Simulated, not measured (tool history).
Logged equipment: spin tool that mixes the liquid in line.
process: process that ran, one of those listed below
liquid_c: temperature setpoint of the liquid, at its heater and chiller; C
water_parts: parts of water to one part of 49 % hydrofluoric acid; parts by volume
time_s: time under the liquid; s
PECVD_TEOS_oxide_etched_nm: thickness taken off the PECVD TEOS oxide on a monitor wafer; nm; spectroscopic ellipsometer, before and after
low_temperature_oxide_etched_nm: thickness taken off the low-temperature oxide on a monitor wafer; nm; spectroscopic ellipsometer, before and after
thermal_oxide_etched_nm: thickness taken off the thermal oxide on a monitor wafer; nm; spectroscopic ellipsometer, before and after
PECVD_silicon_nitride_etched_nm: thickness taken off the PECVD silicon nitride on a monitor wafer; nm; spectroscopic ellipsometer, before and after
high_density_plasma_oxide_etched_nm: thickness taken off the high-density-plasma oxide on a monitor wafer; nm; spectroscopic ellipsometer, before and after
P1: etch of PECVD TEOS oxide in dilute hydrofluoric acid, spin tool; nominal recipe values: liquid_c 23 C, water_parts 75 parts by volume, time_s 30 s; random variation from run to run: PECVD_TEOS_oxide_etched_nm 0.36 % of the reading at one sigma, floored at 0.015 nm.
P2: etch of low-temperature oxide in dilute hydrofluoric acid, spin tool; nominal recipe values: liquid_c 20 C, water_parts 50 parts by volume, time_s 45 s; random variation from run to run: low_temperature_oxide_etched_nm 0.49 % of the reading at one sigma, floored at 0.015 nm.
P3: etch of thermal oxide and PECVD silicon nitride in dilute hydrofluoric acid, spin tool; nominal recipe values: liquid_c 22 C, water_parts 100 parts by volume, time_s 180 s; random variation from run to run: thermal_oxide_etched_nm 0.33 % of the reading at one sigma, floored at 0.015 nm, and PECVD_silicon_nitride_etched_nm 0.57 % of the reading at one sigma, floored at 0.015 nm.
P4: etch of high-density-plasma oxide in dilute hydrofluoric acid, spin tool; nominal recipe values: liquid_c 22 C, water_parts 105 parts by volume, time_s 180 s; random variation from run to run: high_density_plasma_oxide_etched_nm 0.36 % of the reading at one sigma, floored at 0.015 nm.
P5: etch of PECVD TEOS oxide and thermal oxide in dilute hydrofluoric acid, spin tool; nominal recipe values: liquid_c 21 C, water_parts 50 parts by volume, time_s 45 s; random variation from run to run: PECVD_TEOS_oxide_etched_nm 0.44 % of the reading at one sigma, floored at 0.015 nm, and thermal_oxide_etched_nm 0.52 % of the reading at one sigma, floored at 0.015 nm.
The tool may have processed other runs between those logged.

| run | hour | process | liquid_c | water_parts | time_s | PECVD_TEOS_oxide_etched_nm | low_temperature_oxide_etched_nm | thermal_oxide_etched_nm | PECVD_silicon_nitride_etched_nm | high_density_plasma_oxide_etched_nm |
|---|---|---|---|---|---|---|---|---|---|---|
| 1 | 4.7 | P1 | 23 | 75 | 30 | 8.1570 |  |  |  |  |
| 2 | 12.8 | P2 | 20 | 50 | 45 |  | 23.6130 |  |  |  |
| 3 | 18.9 | P1 | 17 | 100 | 30 | 4.6498 |  |  |  |  |
| 4 | 27.1 | P5 | 21 | 80 | 45 | 7.4044 |  | 2.5004 |  |  |
| 5 | 35.2 | P5 | 21 | 50 | 45 | 12.1830 |  | 4.1279 |  |  |
| 6 | 42.7 | P3 | 22 | 160 | 180 |  |  | 4.5122 | 2.7458 |  |
| 7 | 46.4 | P1 | 23 | 75 | 30 | 8.1857 |  |  |  |  |
| 8 | 50.1 | P1 | 19 | 75 | 15 | 3.4733 |  |  |  |  |
| 9 | 55.1 | P3 | 22 | 100 | 365 |  |  | 15.8060 | 8.8312 |  |
| 10 | 58.8 | P1 | 23 | 75 | 30 | 8.1671 |  |  |  |  |
| 11 | 64.6 | P1 | 23 | 75 | 30 | 8.1750 |  |  |  |  |
| 12 | 70.9 | P2 | 20 | 50 | 15 |  | 7.7885 |  |  |  |
| 13 | 79.2 | P2 | 27 | 50 | 45 |  | 31.7290 |  |  |  |
| 14 | 84.0 | P1 | 28 | 75 | 30 | 9.9553 |  |  |  |  |
| 15 | 92.1 | P4 | 22 | 105 | 360 |  |  |  |  | 24.027 |
| 16 | 97.1 | P1 | 23 | 75 | 15 | 4.0775 |  |  |  |  |
| 17 | 105.4 | P3 | 22 | 100 | 180 |  |  | 7.7716 | 4.3096 |  |
| 18 | 109.1 | P1 | 23 | 75 | 30 | 8.1394 |  |  |  |  |
| 19 | 113.9 | P1 | 23 | 45 | 30 | 14.1550 |  |  |  |  |
| 20 | 117.7 | P2 | 20 | 50 | 45 |  | 23.5940 |  |  |  |
| 21 | 121.5 | P5 | 21 | 50 | 65 | 17.5850 |  | 5.9305 |  |  |
| 22 | 125.2 | P4 | 22 | 105 | 180 |  |  |  |  | 12.050 |
| 23 | 129.2 | P1 | 23 | 125 | 30 | 4.6289 |  |  |  |  |
| 24 | 133.7 | P5 | 21 | 50 | 45 | 12.2320 |  | 4.1049 |  |  |
| 25 | 140.5 | P1 | 19 | 75 | 30 | 6.9021 |  |  |  |  |
| 26 | 145.4 | P5 | 17 | 50 | 45 | 10.2800 |  | 3.4996 |  |  |
| 27 | 149.9 | P4 | 22 | 30 | 180 |  |  |  |  | 46.097 |
| 28 | 156.9 | P4 | 29 | 105 | 180 |  |  |  |  | 15.724 |
| 29 | 162.3 | P3 | 17 | 100 | 180 |  |  | 6.3114 | 3.1084 |  |
| 30 | 166.2 | P2 | 20 | 30 | 45 |  | 40.6160 |  |  |  |
| 31 | 171.2 | P1 | 23 | 75 | 55 | 14.9660 |  |  |  |  |
| 32 | 179.4 | P1 | 23 | 75 | 30 | 8.1339 |  |  |  |  |
| 33 | 184.6 | P1 | 23 | 75 | 30 | 8.1559 |  |  |  |  |
| 34 | 188.4 | P1 | 23 | 75 | 30 | 7.9705 |  |  |  |  |
| 35 | 196.4 | P1 | 23 | 75 | 30 | 7.7471 |  |  |  |  |
| 36 | 200.0 | P1 | 23 | 75 | 30 | 7.6597 |  |  |  |  |
| 37 | 206.4 | P1 | 23 | 75 | 30 | 7.6212 |  |  |  |  |
| 38 | 212.9 | P1 | 23 | 75 | 30 | 7.6371 |  |  |  |  |
| 39 | 218.6 | P1 | 23 | 75 | 30 | 7.5762 |  |  |  |  |

Compared with where it was, what P1 gives has crept away. Each cause listed below fits the log as well as the rest, at the size given for it:
A: liquid colder than its thermometer reads (K) = 1.68
B: hydrofluoric acid flow below the setpoint (%) = 6.06
The process output started creeping at around hour 184.6.

Each of the 4 check runs below uses one wafer; its results are left as question marks. Which run tells the causes apart?
| check 1 | 224.3 | P4 | 22 | 105 | 180 |  |  |  |  | ? |
| check 2 | 224.3 | P3 | 22 | 100 | 180 |  |  | ? | ? |  |
| check 3 | 224.3 | P2 | 20 | 50 | 45 |  | ? |  |  |  |
| check 4 | 224.3 | P5 | 21 | 50 | 45 | ? |  | ? |  |  |

How each check would come out, cause by cause:
| check | result | if A | if B |
|---|---|---|---|
| check 1 | high_density_plasma_oxide_etched_nm | 11.200 | 11.175 |
| check 2 | thermal_oxide_etched_nm | 7.2708 | 7.2582 |
| check 2 | PECVD_silicon_nitride_etched_nm | 3.8621 | 4.0680 |
| check 3 | low_temperature_oxide_etched_nm | 22.0240 | 22.1420 |
| check 4 | PECVD_TEOS_oxide_etched_nm | 11.4150 | 11.4690 |
| check 4 | thermal_oxide_etched_nm | 3.8315 | 3.8495 |
Distance between the nearest two causes, measured in the result of the check that separates them most: check 1 0.23 %; check 2 5.2 %; check 3 0.54 %; check 4 0.47 %
Check 2 tells the causes apart: in the others they would give nearly the same result.

With check 2 done, the readings were: thermal_oxide_etched_nm 7.2532 nm; PECVD_silicon_nitride_etched_nm 4.0724 nm. Identify which of the listed causes applies.

B is the cause: hydrofluoric acid flow below the setpoint (%).

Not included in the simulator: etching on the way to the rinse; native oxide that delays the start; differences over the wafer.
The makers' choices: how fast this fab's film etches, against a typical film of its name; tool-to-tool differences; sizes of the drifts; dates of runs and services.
